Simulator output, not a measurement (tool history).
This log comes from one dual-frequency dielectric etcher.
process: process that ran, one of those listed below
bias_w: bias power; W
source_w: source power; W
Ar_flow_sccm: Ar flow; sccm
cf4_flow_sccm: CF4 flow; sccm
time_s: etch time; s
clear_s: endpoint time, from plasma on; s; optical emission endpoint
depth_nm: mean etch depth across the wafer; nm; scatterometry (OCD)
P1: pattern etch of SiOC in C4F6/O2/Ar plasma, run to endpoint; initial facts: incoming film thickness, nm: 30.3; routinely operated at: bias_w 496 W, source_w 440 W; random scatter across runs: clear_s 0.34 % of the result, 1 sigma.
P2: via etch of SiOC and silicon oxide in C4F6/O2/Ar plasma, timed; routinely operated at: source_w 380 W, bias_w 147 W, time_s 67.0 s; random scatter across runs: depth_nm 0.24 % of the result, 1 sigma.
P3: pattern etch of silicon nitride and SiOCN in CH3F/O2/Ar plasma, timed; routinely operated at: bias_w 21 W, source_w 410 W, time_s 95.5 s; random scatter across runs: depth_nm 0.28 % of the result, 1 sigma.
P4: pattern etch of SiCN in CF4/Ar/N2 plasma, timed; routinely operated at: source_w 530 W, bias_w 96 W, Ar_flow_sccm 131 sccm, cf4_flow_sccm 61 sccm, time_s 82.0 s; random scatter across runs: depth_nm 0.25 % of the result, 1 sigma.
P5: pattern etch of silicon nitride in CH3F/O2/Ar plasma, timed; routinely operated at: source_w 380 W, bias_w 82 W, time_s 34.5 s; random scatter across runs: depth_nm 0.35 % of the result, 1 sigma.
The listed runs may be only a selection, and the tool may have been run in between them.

{"run": 1, "hour": 5.5, "process": "P1", "bias_w": 496, "source_w": 440, "clear_s": 9.7097}
{"run": 2, "hour": 10.0, "process": "P1", "bias_w": 614, "source_w": 440, "clear_s": 9.0433}
{"run": 3, "hour": 12.6, "process": "P4", "bias_w": 70, "source_w": 530, "Ar_flow_sccm": 131, "cf4_flow_sccm": 61, "time_s": 82.0, "depth_nm": 75.639}
{"run": 4, "hour": 15.5, "process": "P4", "bias_w": 96, "source_w": 530, "Ar_flow_sccm": 131, "cf4_flow_sccm": 61, "time_s": 82.0, "depth_nm": 85.091}
{"run": 5, "hour": 20.8, "process": "P4", "bias_w": 96, "source_w": 530, "Ar_flow_sccm": 131, "cf4_flow_sccm": 80, "time_s": 82.0, "depth_nm": 88.883}
{"run": 6, "hour": 25.3, "process": "P2", "bias_w": 147, "source_w": 480, "time_s": 67.0, "depth_nm": 77.83}
{"run": 7, "hour": 30.1, "process": "P1", "bias_w": 496, "source_w": 440, "clear_s": 9.7423}
{"run": 8, "hour": 34.7, "process": "P3", "bias_w": 21, "source_w": 410, "time_s": 118.0, "depth_nm": 15.061}
{"run": 9, "hour": 39.1, "process": "P4", "bias_w": 96, "source_w": 530, "Ar_flow_sccm": 131, "cf4_flow_sccm": 61, "time_s": 82.0, "depth_nm": 85.477}
{"run": 10, "hour": 41.8, "process": "P2", "bias_w": 147, "source_w": 380, "time_s": 67.0, "depth_nm": 70.741}
{"run": 11, "hour": 44.6, "process": "P2", "bias_w": 147, "source_w": 380, "time_s": 37.0, "depth_nm": 39.206}
{"run": 12, "hour": 48.6, "process": "P5", "bias_w": 82, "source_w": 380, "time_s": 49.5, "depth_nm": 34.918}
{"run": 13, "hour": 52.5, "process": "P1", "bias_w": 496, "source_w": 440, "clear_s": 9.7529}
{"run": 14, "hour": 57.2, "process": "P1", "bias_w": 389, "source_w": 440, "clear_s": 10.658}
{"run": 15, "hour": 62.7, "process": "P4", "bias_w": 96, "source_w": 530, "Ar_flow_sccm": 131, "cf4_flow_sccm": 61, "time_s": 47.5, "depth_nm": 49.362}
{"run": 16, "hour": 68.2, "process": "P4", "bias_w": 96, "source_w": 720, "Ar_flow_sccm": 131, "cf4_flow_sccm": 61, "time_s": 82.0, "depth_nm": 111.0}
{"run": 17, "hour": 71.1, "process": "P1", "bias_w": 393, "source_w": 610, "clear_s": 9.3262}
{"run": 18, "hour": 74.8, "process": "P1", "bias_w": 415, "source_w": 360, "clear_s": 11.211}
{"run": 19, "hour": 80.2, "process": "P1", "bias_w": 496, "source_w": 440, "clear_s": 9.747}
{"run": 20, "hour": 84.2, "process": "P4", "bias_w": 96, "source_w": 530, "Ar_flow_sccm": 180, "cf4_flow_sccm": 61, "time_s": 82.0, "depth_nm": 81.276}
{"run": 21, "hour": 86.9, "process": "P2", "bias_w": 90, "source_w": 380, "time_s": 67.0, "depth_nm": 61.221}
{"run": 22, "hour": 91.8, "process": "P3", "bias_w": 21, "source_w": 410, "time_s": 95.5, "depth_nm": 12.291}

The next listed run, before its measurement:
{"run": 23, "hour": 95.1, "process": "P3", "bias_w": 21, "source_w": 490, "time_s": 95.5, "depth_nm": "?"}

depth_nm: 13.058 nm

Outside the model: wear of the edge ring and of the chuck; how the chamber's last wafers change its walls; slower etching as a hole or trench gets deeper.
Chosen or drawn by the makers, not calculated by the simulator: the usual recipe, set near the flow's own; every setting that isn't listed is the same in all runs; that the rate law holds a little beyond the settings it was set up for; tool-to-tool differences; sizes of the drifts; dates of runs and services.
